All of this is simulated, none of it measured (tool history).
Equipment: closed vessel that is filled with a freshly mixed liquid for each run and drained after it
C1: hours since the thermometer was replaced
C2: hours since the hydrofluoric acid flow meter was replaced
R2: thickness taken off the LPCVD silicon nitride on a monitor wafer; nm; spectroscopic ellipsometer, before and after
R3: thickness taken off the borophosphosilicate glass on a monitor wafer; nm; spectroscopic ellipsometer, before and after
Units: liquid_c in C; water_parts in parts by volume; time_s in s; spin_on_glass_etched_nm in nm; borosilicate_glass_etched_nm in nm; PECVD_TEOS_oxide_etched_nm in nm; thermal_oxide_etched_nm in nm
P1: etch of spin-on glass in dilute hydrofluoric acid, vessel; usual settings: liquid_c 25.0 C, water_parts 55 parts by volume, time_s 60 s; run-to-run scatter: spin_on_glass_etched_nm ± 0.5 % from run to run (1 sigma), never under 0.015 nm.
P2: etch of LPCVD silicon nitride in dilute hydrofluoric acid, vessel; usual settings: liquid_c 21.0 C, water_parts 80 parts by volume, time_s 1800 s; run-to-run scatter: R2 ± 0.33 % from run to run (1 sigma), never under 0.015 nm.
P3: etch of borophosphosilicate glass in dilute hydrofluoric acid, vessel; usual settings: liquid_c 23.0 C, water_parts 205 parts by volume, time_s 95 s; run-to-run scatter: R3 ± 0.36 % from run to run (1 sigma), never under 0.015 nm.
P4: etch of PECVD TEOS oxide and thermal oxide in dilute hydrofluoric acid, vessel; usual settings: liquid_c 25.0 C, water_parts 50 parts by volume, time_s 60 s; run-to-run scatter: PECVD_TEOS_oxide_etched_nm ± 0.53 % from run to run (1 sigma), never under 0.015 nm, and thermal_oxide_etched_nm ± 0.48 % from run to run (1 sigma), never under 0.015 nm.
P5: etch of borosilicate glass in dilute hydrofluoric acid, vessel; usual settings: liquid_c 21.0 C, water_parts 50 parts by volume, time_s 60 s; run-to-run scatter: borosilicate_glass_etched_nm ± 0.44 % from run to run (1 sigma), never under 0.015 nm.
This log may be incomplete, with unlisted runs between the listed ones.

{"run": 1, "day": 0.3, "process": "P1", "liquid_c": 25.0, "water_parts": 55, "time_s": 60, "C1": 676.7, "C2": 355.4, "spin_on_glass_etched_nm": 83.161}
{"run": 2, "day": 0.554, "process": "P2", "liquid_c": 21.0, "water_parts": 80, "time_s": 1800, "C1": 682.8, "C2": 361.5, "R2": 7.6935}
{"run": 3, "day": 0.738, "process": "P3", "liquid_c": 23.0, "water_parts": 205, "time_s": 35, "C1": 687.2, "C2": 365.9, "R3": 8.6505}
{"run": 4, "day": 0.983, "process": "P5", "liquid_c": 21.0, "water_parts": 50, "time_s": 60, "C1": 693.1, "C2": 371.8, "borosilicate_glass_etched_nm": 29.547}
{"run": 5, "day": 1.217, "process": "P5", "liquid_c": 21.0, "water_parts": 20, "time_s": 60, "C1": 698.7, "C2": 377.4, "borosilicate_glass_etched_nm": 76.665}
{"run": 6, "day": 1.525, "process": "P1", "liquid_c": 25.0, "water_parts": 55, "time_s": 30, "C1": 706.1, "C2": 384.8, "spin_on_glass_etched_nm": 41.34}
{"run": 7, "day": 1.829, "process": "P1", "liquid_c": 20.0, "water_parts": 55, "time_s": 60, "C1": 713.4, "C2": 392.1, "spin_on_glass_etched_nm": 66.978}
{"run": 8, "day": 2.104, "process": "P3", "liquid_c": 23.0, "water_parts": 205, "time_s": 95, "C1": 720.0, "C2": 398.7, "R3": 23.331}
{"run": 9, "day": 2.446, "process": "P3", "liquid_c": 23.0, "water_parts": 55, "time_s": 95, "C1": 728.2, "C2": 406.9, "R3": 103.33}
{"run": 10, "day": 2.829, "process": "P1", "liquid_c": 25.0, "water_parts": 55, "time_s": 60, "C1": 737.4, "C2": 416.1, "spin_on_glass_etched_nm": 82.497}
{"run": 11, "day": 3.033, "process": "P3", "liquid_c": 30.5, "water_parts": 205, "time_s": 95, "C1": 742.3, "C2": 421.0, "R3": 30.716}
{"run": 12, "day": 3.217, "process": "P1", "liquid_c": 25.0, "water_parts": 30, "time_s": 30, "C1": 746.7, "C2": 425.4, "spin_on_glass_etched_nm": 78.107}
{"run": 13, "day": 3.575, "process": "P4", "liquid_c": 25.0, "water_parts": 50, "time_s": 110, "C1": 755.3, "C2": 434.0, "PECVD_TEOS_oxide_etched_nm": 32.749, "thermal_oxide_etched_nm": 11.533}
{"run": 14, "day": 3.838, "process": "P1", "liquid_c": 25.0, "water_parts": 55, "time_s": 60, "C1": 761.6, "C2": 440.3, "spin_on_glass_etched_nm": 82.699}
{"run": 15, "day": 4.021, "process": "P5", "liquid_c": 21.0, "water_parts": 50, "time_s": 60, "C1": 766.0, "C2": 444.7, "borosilicate_glass_etched_nm": 29.572}
{"run": 16, "day": 4.3, "process": "P4", "liquid_c": 25.0, "water_parts": 50, "time_s": 60, "C1": 772.7, "C2": 451.4, "PECVD_TEOS_oxide_etched_nm": 18.089, "thermal_oxide_etched_nm": 6.2788}
{"run": 17, "day": 4.604, "process": "P1", "liquid_c": 25.0, "water_parts": 55, "time_s": 60, "C1": 780.0, "C2": 458.7, "spin_on_glass_etched_nm": 82.69}
{"run": 18, "day": 4.812, "process": "P4", "liquid_c": 32.0, "water_parts": 50, "time_s": 60, "C1": 785.0, "C2": 463.7, "PECVD_TEOS_oxide_etched_nm": 23.912, "thermal_oxide_etched_nm": 8.3015}
{"run": 19, "day": 4.996, "process": "P2", "liquid_c": 21.0, "water_parts": 80, "time_s": 1800, "C1": 789.4, "C2": 468.1, "R2": 7.5676}
{"run": 20, "day": 5.354, "process": "P1", "liquid_c": 25.0, "water_parts": 100, "time_s": 60, "C1": 798.0, "C2": 476.7, "spin_on_glass_etched_nm": 43.16}
{"run": 21, "day": 5.604, "process": "P1", "liquid_c": 25.0, "water_parts": 55, "time_s": 60, "C1": 804.0, "C2": 482.7, "spin_on_glass_etched_nm": 82.765}
{"run": 22, "day": 5.933, "process": "P2", "liquid_c": 21.0, "water_parts": 25, "time_s": 1800, "C1": 811.9, "C2": 490.6, "R2": 23.684}
{"run": 23, "day": 6.142, "process": "P1", "liquid_c": 31.5, "water_parts": 55, "time_s": 60, "C1": 816.9, "C2": 495.6, "spin_on_glass_etched_nm": 107.35}
{"run": 24, "day": 6.342, "process": "P2", "liquid_c": 26.5, "water_parts": 80, "time_s": 1800, "C1": 821.7, "C2": 500.4, "R2": 10.985}
{"run": 25, "day": 6.683, "process": "P1", "liquid_c": 25.0, "water_parts": 55, "time_s": 90, "C1": 829.9, "C2": 508.6, "spin_on_glass_etched_nm": 124.8}
{"run": 26, "day": 6.958, "process": "P5", "liquid_c": 21.0, "water_parts": 50, "time_s": 115, "C1": 836.5, "C2": 515.2, "borosilicate_glass_etched_nm": 56.918}
{"run": 27, "day": 7.346, "process": "P2", "liquid_c": 21.0, "water_parts": 80, "time_s": 35, "C1": 845.8, "C2": 524.5, "R2": 0.14171}
{"run": 28, "day": 7.712, "process": "P4", "liquid_c": 25.0, "water_parts": 20, "time_s": 60, "C1": 854.6, "C2": 533.3, "PECVD_TEOS_oxide_etched_nm": 47.048, "thermal_oxide_etched_nm": 16.273}
{"run": 29, "day": 7.958, "process": "P4", "liquid_c": 25.0, "water_parts": 50, "time_s": 60, "C1": 860.5, "C2": 539.2, "PECVD_TEOS_oxide_etched_nm": 17.947, "thermal_oxide_etched_nm": 6.3454}
{"run": 30, "day": 8.283, "process": "P1", "liquid_c": 25.0, "water_parts": 30, "time_s": 60, "C1": 868.3, "C2": 547.0, "spin_on_glass_etched_nm": 155.97}
{"run": 31, "day": 8.458, "process": "P1", "liquid_c": 25.0, "water_parts": 55, "time_s": 60, "C1": 872.5, "C2": 551.2, "spin_on_glass_etched_nm": 83.086}
{"run": 32, "day": 8.833, "process": "P3", "liquid_c": 23.0, "water_parts": 205, "time_s": 95, "C1": 881.5, "C2": 560.2, "R3": 23.498}
{"run": 33, "day": 9.158, "process": "P1", "liquid_c": 25.0, "water_parts": 55, "time_s": 60, "C1": 889.3, "C2": 568.0, "spin_on_glass_etched_nm": 82.783}
{"run": 34, "day": 9.404, "process": "P5", "liquid_c": 17.0, "water_parts": 50, "time_s": 60, "C1": 895.2, "C2": 573.9, "borosilicate_glass_etched_nm": 25.165}
{"run": 35, "day": 9.733, "process": "P1", "liquid_c": 25.0, "water_parts": 55, "time_s": 60, "C1": 903.1, "C2": 581.8, "spin_on_glass_etched_nm": 82.641}
{"run": 36, "day": 9.954, "process": "P1", "liquid_c": 25.0, "water_parts": 55, "time_s": 60, "C1": 908.4, "C2": 587.1, "spin_on_glass_etched_nm": 84.861}
{"run": 37, "day": 10.167, "process": "P1", "liquid_c": 25.0, "water_parts": 55, "time_s": 60, "C1": 913.5, "C2": 592.2, "spin_on_glass_etched_nm": 85.355}
{"run": 38, "day": 10.504, "process": "P1", "liquid_c": 25.0, "water_parts": 55, "time_s": 60, "C1": 921.6, "C2": 600.3, "spin_on_glass_etched_nm": 86.567}
{"run": 39, "day": 10.842, "process": "P1", "liquid_c": 25.0, "water_parts": 55, "time_s": 60, "C1": 929.7, "C2": 608.4, "spin_on_glass_etched_nm": 87.388}
{"run": 40, "day": 11.208, "process": "P1", "liquid_c": 25.0, "water_parts": 55, "time_s": 60, "C1": 938.5, "C2": 617.2, "spin_on_glass_etched_nm": 87.757}
{"run": 41, "day": 11.4, "process": "P1", "liquid_c": 25.0, "water_parts": 55, "time_s": 60, "C1": 943.1, "C2": 621.8, "spin_on_glass_etched_nm": 88.435}
{"run": 42, "day": 11.771, "process": "P1", "liquid_c": 25.0, "water_parts": 55, "time_s": 60, "C1": 952.0, "C2": 630.7, "spin_on_glass_etched_nm": 87.176}

Something has made what P1 gives creep away from where it was; the 2 causes below, each at its own stated size, fit the log equally well:
A: liquid hotter than its thermometer reads (K) = 1.48
B: hydrofluoric acid flow above the setpoint (%) = 5.7
Creep in the process output first set in at about day 9.733.

The list below offers 4 check runs, each averaging the results of 2 wafers, and shows each result as a question mark. For which of them would the listed causes give clearly different results?
{"run": "check 1", "day": 12.142, "process": "P5", "liquid_c": 17.0, "water_parts": 50, "time_s": 115, "borosilicate_glass_etched_nm": "?"}
{"run": "check 2", "day": 12.142, "process": "P2", "liquid_c": 21.0, "water_parts": 80, "time_s": 410, "R2": "?"}
{"run": "check 3", "day": 12.142, "process": "P3", "liquid_c": 23.0, "water_parts": 65, "time_s": 45, "R3": "?"}
{"run": "check 4", "day": 12.142, "process": "P4", "liquid_c": 25.0, "water_parts": 25, "time_s": 60, "PECVD_TEOS_oxide_etched_nm": "?", "thermal_oxide_etched_nm": "?"}

Outcome of each check run for each possible cause:
check=check_1 result=borosilicate_glass_etched_nm if_A=51.051 if_B=50.773
check=check_2 result=R2 if_A=1.92330 if_B=1.83680
check=check_3 result=R3 if_A=43.6920 if_B=43.6770
check=check_4 result=PECVD_TEOS_oxide_etched_nm if_A=39.783 if_B=39.623
check=check_4 result=thermal_oxide_etched_nm if_A=13.8710 if_B=13.8150
Minimum pairwise separation of causes per check, each pair taken at its best-separating result: check 1 0.55 %; check 2 4.6 %; check 3 0.04 %; check 4 0.4 %
Only in check 2 would the causes give clearly different results; in the remaining checks their results would be nearly the same.

Check 2 was carried out, with these results: R2 1.91100 nm. Which of the listed causes is responsible?

It was cause A: liquid hotter than its thermometer reads (K).
